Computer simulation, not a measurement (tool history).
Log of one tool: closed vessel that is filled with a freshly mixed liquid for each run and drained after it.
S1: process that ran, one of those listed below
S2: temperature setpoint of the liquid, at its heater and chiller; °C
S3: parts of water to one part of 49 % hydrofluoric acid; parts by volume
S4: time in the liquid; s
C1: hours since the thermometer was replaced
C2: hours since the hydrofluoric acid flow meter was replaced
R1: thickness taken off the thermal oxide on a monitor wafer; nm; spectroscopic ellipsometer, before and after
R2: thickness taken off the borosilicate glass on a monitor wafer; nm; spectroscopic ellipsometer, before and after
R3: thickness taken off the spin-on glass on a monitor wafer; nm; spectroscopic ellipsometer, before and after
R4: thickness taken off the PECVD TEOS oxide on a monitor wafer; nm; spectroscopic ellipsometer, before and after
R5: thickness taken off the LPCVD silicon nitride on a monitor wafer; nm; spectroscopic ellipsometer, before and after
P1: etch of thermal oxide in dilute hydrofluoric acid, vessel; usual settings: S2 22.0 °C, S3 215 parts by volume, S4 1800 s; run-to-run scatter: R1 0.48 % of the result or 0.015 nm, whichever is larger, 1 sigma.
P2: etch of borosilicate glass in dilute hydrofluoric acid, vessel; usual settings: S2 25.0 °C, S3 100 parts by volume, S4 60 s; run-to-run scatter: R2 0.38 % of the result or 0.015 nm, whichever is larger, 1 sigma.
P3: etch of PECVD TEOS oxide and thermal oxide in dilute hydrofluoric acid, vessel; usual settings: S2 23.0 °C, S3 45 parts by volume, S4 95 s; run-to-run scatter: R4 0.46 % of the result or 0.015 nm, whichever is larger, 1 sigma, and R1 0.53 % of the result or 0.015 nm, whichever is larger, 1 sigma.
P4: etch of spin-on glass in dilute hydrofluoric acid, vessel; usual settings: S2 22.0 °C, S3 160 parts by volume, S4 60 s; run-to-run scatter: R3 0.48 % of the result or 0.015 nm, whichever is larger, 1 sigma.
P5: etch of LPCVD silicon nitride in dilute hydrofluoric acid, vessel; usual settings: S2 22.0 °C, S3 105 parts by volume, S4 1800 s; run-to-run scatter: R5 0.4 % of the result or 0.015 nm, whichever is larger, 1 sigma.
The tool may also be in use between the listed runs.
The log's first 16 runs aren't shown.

Run 17, day 9.858: S1 P1, S2 22.0 °C, S3 40 parts by volume, S4 1800 s; C1 356.8; C2 153.0. Result: R1 192.8400 nm.
Run 18, day 10.204: S1 P3, S2 23.0 °C, S3 45 parts by volume, S4 180 s; C1 365.1; C2 161.3. Result: R1 19.5900 nm, R4 91.278 nm.
Run 19, day 10.638: S1 P5, S2 22.0 °C, S3 105 parts by volume, S4 3305 s; C1 375.5; C2 171.7. Result: R5 13.3020 nm.
Run 20, day 11.367: S1 P5, S2 22.0 °C, S3 105 parts by volume, S4 1800 s; C1 393.0; C2 189.2. Result: R5 7.2068 nm.
Run 21, day 11.792: S1 P5, S2 22.0 °C, S3 145 parts by volume, S4 1800 s; C1 403.2; C2 199.4. Result: R5 5.1802 nm.
Run 22, day 12.479: S1 P1, S2 17.0 °C, S3 215 parts by volume, S4 1800 s; C1 419.7; C2 215.9. Result: R1 24.4300 nm.
Run 23, day 13.129: S1 P2, S2 25.0 °C, S3 100 parts by volume, S4 60 s; C1 435.3; C2 231.5. Result: R2 10.9060 nm.
Run 24, day 13.892: S1 P3, S2 31.0 °C, S3 45 parts by volume, S4 95 s; C1 453.6; C2 249.8. Result: R1 14.5850 nm, R4 66.424 nm.
Run 25, day 14.467: S1 P1, S2 22.0 °C, S3 215 parts by volume, S4 1800 s; C1 467.4; C2 263.6. Result: R1 29.3440 nm.
Run 26, day 14.829: S1 P4, S2 22.0 °C, S3 160 parts by volume, S4 35 s; C1 476.1; C2 272.3. Result: R3 6.5067 nm.
Run 27, day 15.333: S1 P2, S2 25.0 °C, S3 100 parts by volume, S4 60 s; C1 488.2; C2 284.4. Result: R2 10.8760 nm.
Run 28, day 16.012: S1 P2, S2 25.0 °C, S3 100 parts by volume, S4 95 s; C1 504.5; C2 300.7. Result: R2 17.1250 nm.
Run 29, day 16.671: S1 P1, S2 25.5 °C, S3 215 parts by volume, S4 1800 s; C1 520.3; C2 316.5. Result: R1 33.7860 nm.
Run 30, day 17.254: S1 P1, S2 22.0 °C, S3 215 parts by volume, S4 1800 s; C1 534.3; C2 330.5. Result: R1 29.5360 nm.
Run 31, day 17.692: S1 P1, S2 22.0 °C, S3 215 parts by volume, S4 1800 s; C1 544.8; C2 341.0. Result: R1 29.8200 nm.
Run 32, day 18.171: S1 P1, S2 22.0 °C, S3 215 parts by volume, S4 1800 s; C1 556.3; C2 352.5. Result: R1 30.5890 nm.
Run 33, day 18.908: S1 P1, S2 22.0 °C, S3 215 parts by volume, S4 1800 s; C1 574.0; C2 370.2. Result: R1 31.0990 nm.
Run 34, day 19.475: S1 P1, S2 22.0 °C, S3 215 parts by volume, S4 1800 s; C1 587.6; C2 383.8. Result: R1 31.4140 nm.
Run 35, day 19.925: S1 P1, S2 22.0 °C, S3 215 parts by volume, S4 1800 s; C1 598.4; C2 394.6. Result: R1 31.4200 nm.
Run 36, day 20.404: S1 P1, S2 22.0 °C, S3 215 parts by volume, S4 1800 s; C1 609.9; C2 406.1. Result: R1 31.9350 nm.
Run 37, day 20.825: S1 P1, S2 22.0 °C, S3 215 parts by volume, S4 1800 s; C1 620.0; C2 416.2. Result: R1 31.5240 nm.
Run 38, day 21.208: S1 P1, S2 22.0 °C, S3 215 parts by volume, S4 1800 s; C1 629.2; C2 425.4. Result: R1 31.7000 nm.
Run 39, day 21.654: S1 P1, S2 22.0 °C, S3 215 parts by volume, S4 1800 s; C1 639.9; C2 436.1. Result: R1 31.5670 nm.

The next listed run, before its measurement:
Run 40, day 22.250: S1 P1, S2 22.0 °C, S3 215 parts by volume, S4 1800 s; C1 654.2; C2 450.4. Result: R1 ?.

Run 40 gave R1 31.7410 nm.

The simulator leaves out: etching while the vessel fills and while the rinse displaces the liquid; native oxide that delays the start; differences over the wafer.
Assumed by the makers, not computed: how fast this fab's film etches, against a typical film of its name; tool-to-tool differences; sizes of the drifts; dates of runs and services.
